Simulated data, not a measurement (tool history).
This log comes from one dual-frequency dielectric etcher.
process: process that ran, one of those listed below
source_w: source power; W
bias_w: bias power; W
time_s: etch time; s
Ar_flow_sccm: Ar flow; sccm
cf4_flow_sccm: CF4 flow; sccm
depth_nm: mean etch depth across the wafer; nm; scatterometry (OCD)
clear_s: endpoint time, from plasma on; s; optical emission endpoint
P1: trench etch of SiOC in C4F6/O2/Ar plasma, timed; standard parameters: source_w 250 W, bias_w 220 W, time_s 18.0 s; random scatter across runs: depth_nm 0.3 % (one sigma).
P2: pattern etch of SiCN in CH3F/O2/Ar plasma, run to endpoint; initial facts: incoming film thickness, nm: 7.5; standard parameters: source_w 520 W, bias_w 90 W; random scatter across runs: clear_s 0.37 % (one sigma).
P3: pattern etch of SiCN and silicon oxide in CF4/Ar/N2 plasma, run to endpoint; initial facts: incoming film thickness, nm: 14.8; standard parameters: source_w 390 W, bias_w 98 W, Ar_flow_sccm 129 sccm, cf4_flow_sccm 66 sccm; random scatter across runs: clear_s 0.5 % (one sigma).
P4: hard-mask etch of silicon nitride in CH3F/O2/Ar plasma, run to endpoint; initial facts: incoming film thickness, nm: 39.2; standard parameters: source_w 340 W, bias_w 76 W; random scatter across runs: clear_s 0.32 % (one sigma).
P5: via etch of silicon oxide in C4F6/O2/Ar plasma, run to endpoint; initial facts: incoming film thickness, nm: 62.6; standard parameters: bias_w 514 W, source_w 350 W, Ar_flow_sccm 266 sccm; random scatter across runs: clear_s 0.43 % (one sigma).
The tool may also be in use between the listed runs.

run	hour	process	source_w	bias_w	time_s	Ar_flow_sccm	cf4_flow_sccm	hours since the last wet clean	hours since the last source power generator calibration	hours since the last bias power generator calibration	depth_nm	clear_s
1	7.9	P1	250	220	18.0			115.5	1524.8	176.1	33.492	
2	14.2	P3	390	98		76	66	121.8	1531.1	182.4		16.944
3	22.7	P1	250	171	10.0			130.3	1539.6	190.9	17.261	
4	27.1	P4	340	46				134.7	1544.0	195.3		70.366
5	33.3	P1	250	220	18.0			140.9	1550.2	201.5	33.652	
6	42.3	P1	250	220	18.0			149.9	1559.2	210.5	33.477	
7	51.3	P1	250	260	18.0			158.9	1568.2	219.5	35.546	
8	57.4	P5	350	514		266		165.0	1574.3	225.6		14.148
9	64.4	P3	390	98		129	66	172.0	1581.3	232.6		18.185
10	73.7	P4	450	76				181.3	1590.6	241.9		53.736
11	81.3	P5	350	334		266		188.9	1598.2	249.5		16.449
12	87.5	P1	250	220	24.5			195.1	1604.4	255.7	45.702	
13	95.4	P2	520	90				203.0	1612.3	263.6		16.054
14	101.6	P1	200	302	18.0			209.2	1618.5	269.8	34.668	
15	107.1	P1	250	220	18.0			214.7	1624.0	275.3	33.659	
16	114.7	P1	340	220	18.0			222.3	1631.6	282.9	37.648	
17	120.1	P3	260	98		129	66	227.7	1637.0	288.3		25.775
18	125.8	P1	190	220	18.0			233.4	1642.7	294.0	30.234	
19	133.4	P5	350	514		266		241.0	1650.3	301.6		14.112
20	138.0	P3	390	137		129	66	245.6	1654.9	306.2		15.786
21	144.2	P5	350	514		156		251.8	1661.1	312.4		13.249
22	152.4	P5	490	514		266		260.0	1669.3	320.6		12.407
23	159.8	P1	250	220	11.5			267.4	1676.7	328.0	21.388	
24	164.9	P1	250	130	18.0			272.5	1681.8	333.1	28.450	
25	169.1	P2	640	90				276.7	1686.0	337.3		14.928
26	173.6	P2	520	61				281.2	1690.5	341.8		18.369
27	177.7	P1	250	220	18.0			285.3	1694.6	345.9	33.654	
28	183.1	P3	390	98		129	81	290.7	1700.0	351.3		17.629
29	188.1	P1	250	220	18.0			295.7	1705.0	356.3	33.591	
30	196.1	P1	250	220	18.0			303.7	1713.0	364.3	33.683	
31	205.3	P4	340	76				312.9	1722.2	373.5		59.600
32	212.8	P1	250	220	18.0			320.4	1729.7	381.0	33.714	
33	218.8	P1	250	220	18.0			326.4	1735.7	387.0	33.388	
34	224.5	P1	250	220	18.0			332.1	1741.4	392.7	33.373	
35	228.9	P1	250	220	18.0			336.5	1745.8	397.1	33.104	
36	236.9	P1	250	220	18.0			344.5	1753.8	405.1	33.054	
37	243.4	P1	250	220	18.0			351.0	1760.3	411.6	32.923	
# hour 245.5: wet clean of the chamber
38	252.7	P1	250	220	18.0			7.3	1769.6	420.9	33.146	
39	257.4	P1	250	220	18.0			12.0	1774.3	425.6	32.990	

The output of P1 has drifted from where it used to be. Each of the 2 causes below, taken at the size shown beside it, accounts for the log equally well:
A: source power that arrives under what is set, % = 4.28
B: bias power that arrives under what is set, % = 4.79
At approximately hour 212.8, the process output began to creep.
All other causes, with the reason each is excluded:
chamber walls in a state that lowers the etch rate, %: serviced at hour 245.5, after the change had begun; the process did not return to its earlier output

Consider the 4 check runs below, whose results appear as question marks and each of which averages 3 wafers. Which one distinguishes the causes, in that each cause would give it a clearly different result?
check 1	262.1	P4	440	51								?
check 2	262.1	P3	390	98		80	66					?
check 3	262.1	P5	350	441		163						?
check 4	262.1	P2	620	68								?

What every check run would give for each of its results, assuming each possible cause in turn:
check	result	if A	if B
check 1	clear_s	62.749	62.634
check 2	clear_s	17.635	17.268
check 3	clear_s	14.383	14.410
check 4	clear_s	16.869	16.865
Per-check spread between the two closest causes, in the result where they differ most: check 1 0.18 %; check 2 2.1 %; check 3 0.19 %; check 4 0.02 %
The other checks would show nearly matching results whichever cause is true, so check 2 is the only one that separates the causes.

The results of check 2 are: clear_s 17.270 s. Based on these, which of the listed causes is it?

Of the candidate causes, it is B: bias power that arrives under what is set, %.
